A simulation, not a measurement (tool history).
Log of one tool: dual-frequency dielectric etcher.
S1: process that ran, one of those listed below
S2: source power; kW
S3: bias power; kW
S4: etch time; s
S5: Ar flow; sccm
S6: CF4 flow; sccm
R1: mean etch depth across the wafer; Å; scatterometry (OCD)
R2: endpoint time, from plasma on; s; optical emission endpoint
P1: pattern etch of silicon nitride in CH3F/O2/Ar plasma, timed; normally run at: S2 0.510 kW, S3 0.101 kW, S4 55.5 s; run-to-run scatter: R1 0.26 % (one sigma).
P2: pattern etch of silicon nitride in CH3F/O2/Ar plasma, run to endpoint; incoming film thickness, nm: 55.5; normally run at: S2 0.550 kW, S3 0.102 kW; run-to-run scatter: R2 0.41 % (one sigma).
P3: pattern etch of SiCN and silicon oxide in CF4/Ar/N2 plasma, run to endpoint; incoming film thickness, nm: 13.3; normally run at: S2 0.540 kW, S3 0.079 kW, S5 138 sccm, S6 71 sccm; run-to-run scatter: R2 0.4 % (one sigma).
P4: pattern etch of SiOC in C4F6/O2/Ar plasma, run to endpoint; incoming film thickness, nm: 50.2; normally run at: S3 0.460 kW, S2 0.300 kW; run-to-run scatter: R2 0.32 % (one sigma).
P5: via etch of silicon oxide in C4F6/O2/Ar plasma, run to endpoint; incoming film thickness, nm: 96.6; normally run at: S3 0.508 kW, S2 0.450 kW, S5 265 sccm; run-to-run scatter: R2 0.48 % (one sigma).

Run 1, day 0.504: S1 P1, S2 0.510 kW, S3 0.101 kW, S4 55.5 s. Result: R1 489.12 Å.
Run 2, day 1.167: S1 P1, S2 0.510 kW, S3 0.126 kW, S4 79.5 s. Result: R1 762.30 Å.
Run 3, day 1.683: S1 P1, S2 0.510 kW, S3 0.101 kW, S4 55.5 s. Result: R1 491.08 Å.
Run 4, day 2.075: S1 P4, S2 0.300 kW, S3 0.460 kW. Result: R2 19.5680 s.
Run 5, day 2.742: S1 P3, S2 0.740 kW, S3 0.079 kW, S5 138 sccm, S6 71 sccm. Result: R2 9.8882 s.
Run 6, day 3.329: S1 P3, S2 0.540 kW, S3 0.079 kW, S5 138 sccm, S6 88 sccm. Result: R2 12.5550 s.
Run 7, day 3.779: S1 P1, S2 0.370 kW, S3 0.101 kW, S4 55.5 s. Result: R1 436.02 Å.
Run 8, day 4.329: S1 P1, S2 0.700 kW, S3 0.101 kW, S4 74.5 s. Result: R1 740.19 Å.
Run 9, day 4.746: S1 P1, S2 0.510 kW, S3 0.101 kW, S4 55.5 s. Result: R1 491.32 Å.
Run 10, day 5.333: S1 P1, S2 0.510 kW, S3 0.126 kW, S4 55.5 s. Result: R1 528.18 Å.
Run 11, day 5.825: S1 P4, S2 0.300 kW, S3 0.327 kW. Result: R2 22.0450 s.
Run 12, day 6.242: S1 P3, S2 0.540 kW, S3 0.079 kW, S5 173 sccm, S6 71 sccm. Result: R2 13.4000 s.
Run 13, day 6.988: S1 P5, S2 0.370 kW, S3 0.508 kW, S5 265 sccm. Result: R2 21.6140 s.
Run 14, day 7.646: S1 P4, S2 0.430 kW, S3 0.460 kW. Result: R2 17.0210 s.
Run 15, day 8.242: S1 P2, S2 0.550 kW, S3 0.102 kW. Result: R2 63.2310 s.
Run 16, day 8.908: S1 P1, S2 0.690 kW, S3 0.101 kW, S4 55.5 s. Result: R1 544.80 Å.
Run 17, day 9.546: S1 P1, S2 0.510 kW, S3 0.076 kW, S4 55.5 s. Result: R1 441.50 Å.
Run 18, day 10.058: S1 P2, S2 0.770 kW, S3 0.102 kW. Result: R2 55.2670 s.
Run 19, day 10.492: S1 P3, S2 0.540 kW, S3 0.108 kW, S5 138 sccm, S6 71 sccm. Result: R2 11.5570 s.
Run 20, day 11.188: S1 P5, S2 0.450 kW, S3 0.508 kW, S5 265 sccm. Result: R2 19.9010 s.
Run 21, day 11.883: S1 P3, S2 0.540 kW, S3 0.079 kW, S5 138 sccm, S6 71 sccm. Result: R2 13.0160 s.
Run 22, day 12.550: S1 P1, S2 0.510 kW, S3 0.101 kW, S4 73.5 s. Result: R1 649.80 Å.
Run 23, day 13.071: S1 P1, S2 0.510 kW, S3 0.101 kW, S4 55.5 s. Result: R1 491.16 Å.
Run 24, day 13.617: S1 P1, S2 0.510 kW, S3 0.101 kW, S4 55.5 s. Result: R1 488.61 Å.
Run 25, day 14.242: S1 P1, S2 0.360 kW, S3 0.068 kW, S4 55.5 s. Result: R1 372.96 Å.
Run 26, day 14.975: S1 P5, S2 0.450 kW, S3 0.508 kW, S5 164 sccm. Result: R2 18.9180 s.
Run 27, day 15.342: S1 P5, S2 0.450 kW, S3 0.387 kW, S5 265 sccm. Result: R2 22.1500 s.
Run 28, day 15.675: S1 P1, S2 0.510 kW, S3 0.101 kW, S4 32.5 s. Result: R1 287.25 Å.
Run 29, day 16.054: S1 P2, S2 0.550 kW, S3 0.063 kW. Result: R2 73.8420 s.
Run 30, day 16.562: S1 P1, S2 0.510 kW, S3 0.101 kW, S4 55.5 s. Result: R1 489.56 Å.
Run 31, day 17.242: S1 P1, S2 0.510 kW, S3 0.101 kW, S4 55.5 s. Result: R1 485.33 Å.
Run 32, day 17.892: S1 P1, S2 0.510 kW, S3 0.101 kW, S4 55.5 s. Result: R1 483.42 Å.
Run 33, day 18.258: S1 P1, S2 0.510 kW, S3 0.101 kW, S4 55.5 s. Result: R1 482.54 Å.
Run 34, day 18.721: S1 P1, S2 0.510 kW, S3 0.101 kW, S4 55.5 s. Result: R1 483.38 Å.
Run 35, day 19.283: S1 P1, S2 0.510 kW, S3 0.101 kW, S4 55.5 s. Result: R1 483.86 Å.
Run 36, day 19.621: S1 P1, S2 0.510 kW, S3 0.101 kW, S4 55.5 s. Result: R1 483.19 Å.
Run 37, day 20.350: S1 P1, S2 0.510 kW, S3 0.101 kW, S4 55.5 s. Result: R1 477.69 Å.
At day 20.800: wet clean of the chamber.
Run 38, day 20.921: S1 P1, S2 0.510 kW, S3 0.101 kW, S4 55.5 s. Result: R1 482.18 Å.
Run 39, day 21.304: S1 P1, S2 0.510 kW, S3 0.101 kW, S4 55.5 s. Result: R1 479.53 Å.
Run 40, day 21.688: S1 P1, S2 0.510 kW, S3 0.101 kW, S4 55.5 s. Result: R1 479.49 Å.
Run 41, day 22.296: S1 P1, S2 0.510 kW, S3 0.101 kW, S4 55.5 s. Result: R1 481.22 Å.

What P1 gives has crept away from where it was. These 2 causes fit the log equally well, each at the size given:
A: bias power that arrives under what is set, % = 4.62
B: source power that arrives under what is set, % = 4.46
The creep began at about day 16.562.
Why every other cause is out:
chamber walls in a state that lowers the etch rate, %: serviced at day 20.800, which brought nothing back

4 check runs are offered, each on 2 wafers whose results are averaged, their results left as question marks. Which one tells the causes apart?
Run check 1, day 22.904: S1 P5, S2 0.450 kW, S3 0.430 kW, S5 166 sccm. Result: R2 ?.
Run check 2, day 22.904: S1 P2, S2 0.550 kW, S3 0.079 kW. Result: R2 ?.
Run check 3, day 22.904: S1 P4, S2 0.360 kW, S3 0.460 kW. Result: R2 ?.
Run check 4, day 22.904: S1 P3, S2 0.740 kW, S3 0.106 kW, S5 138 sccm, S6 71 sccm. Result: R2 ?.

What each check would give under each cause:
  check  result     if A     if B
check 1      R2  20.5160  20.5130
check 2      R2  69.9680  70.0560
check 3      R2  18.4690  18.4580
check 4      R2   9.0359   9.2408
How far apart the two closest causes lie, in the result that separates them most: check 1 0.02 %; check 2 0.13 %; check 3 0.06 %; check 4 2.24 %
Only check 4 tells the causes apart: in the others they would give nearly the same result.

Then check 4 was run and gave: R2 8.9963 s. Which cause is it?

It is A: bias power that arrives under what is set, %.

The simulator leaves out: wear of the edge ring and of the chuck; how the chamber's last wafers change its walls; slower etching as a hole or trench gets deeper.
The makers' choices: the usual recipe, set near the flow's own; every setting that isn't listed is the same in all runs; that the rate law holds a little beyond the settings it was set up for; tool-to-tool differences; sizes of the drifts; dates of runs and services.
